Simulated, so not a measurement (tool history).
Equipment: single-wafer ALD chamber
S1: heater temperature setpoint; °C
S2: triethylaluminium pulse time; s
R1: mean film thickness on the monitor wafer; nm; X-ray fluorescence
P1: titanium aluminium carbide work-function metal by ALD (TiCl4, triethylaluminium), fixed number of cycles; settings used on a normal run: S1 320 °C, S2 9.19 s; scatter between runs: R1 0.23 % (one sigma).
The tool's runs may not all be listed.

| run | hour | S1 | S2 | R1 |
|---|---|---|---|---|
| 1 | 6.1 | 320 | 9.19 | 2.1419 |
| 2 | 12.7 | 308 | 13.99 | 2.1177 |
| 3 | 17.5 | 320 | 9.19 | 2.1499 |
| 4 | 20.9 | 345 | 9.19 | 2.3637 |
| 5 | 24.9 | 320 | 9.19 | 2.1426 |
| 6 | 28.8 | 301 | 11.91 | 2.0341 |
| 7 | 34.2 | 339 | 12.01 | 2.3813 |
|  | 34.8 | triethylaluminium bottle replaced |
| 8 | 39.2 | 320 | 9.19 | 2.1542 |
| 9 | 45.4 | 320 | 9.19 | 2.1461 |
| 10 | 52.4 | 320 | 3.90 | 1.6526 |
| 11 | 57.6 | 296 | 9.19 | 1.9424 |
| 12 | 62.5 | 320 | 15.17 | 2.2266 |
| 13 | 69.6 | 320 | 9.19 | 2.1458 |
| 14 | 73.2 | 320 | 9.19 | 2.1378 |
| 15 | 78.2 | 320 | 9.19 | 2.1300 |
| 16 | 84.5 | 320 | 9.19 | 2.1241 |
| 17 | 92.4 | 320 | 9.19 | 2.1226 |
| 18 | 96.4 | 320 | 9.19 | 2.1198 |
| 19 | 102.1 | 320 | 9.19 | 2.1104 |
| 20 | 108.2 | 320 | 9.19 | 2.1172 |

The log shows P1 creeping away from where it was. Any of the 2 causes listed here, at the size stated for it, fits the log just as well as the others:
A: wafer temperature below the value expected at the setpoint (K) = 3.58
B: triethylaluminium dose below that of a fresh bottle (%) = 9.02
The creep began at about hour 69.6.

Of the 4 check runs listed below, each run on one wafer and each result written as a question mark, which would let you distinguish the listed causes because they would give clearly different results?
| check 1 | 114.3 | 334 | 9.19 | ? |
| check 2 | 114.3 | 301 | 9.19 | ? |
| check 3 | 114.3 | 344 | 9.19 | ? |
| check 4 | 114.3 | 336 | 5.01 | ? |

Predicted outcomes, by check and by cause:
| check | result | if A | if B |
|---|---|---|---|
| check 1 | R1 | 2.2394 | 2.2379 |
| check 2 | R1 | 1.9532 | 1.9551 |
| check 3 | R1 | 2.3274 | 2.3248 |
| check 4 | R1 | 1.9373 | 1.8928 |
Minimum pairwise separation of causes per check, each pair taken at its best-separating result: check 1 0.07 %; check 2 0.1 %; check 3 0.11 %; check 4 2.33 %
Check 4 distinguishes between the causes, while the remaining checks would return nearly the same result for all of them.

After running check 4, the following was obtained: R1 1.9326 nm. Which cause does this point to?

The correct cause is A, namely: wafer temperature below the value expected at the setpoint (K).

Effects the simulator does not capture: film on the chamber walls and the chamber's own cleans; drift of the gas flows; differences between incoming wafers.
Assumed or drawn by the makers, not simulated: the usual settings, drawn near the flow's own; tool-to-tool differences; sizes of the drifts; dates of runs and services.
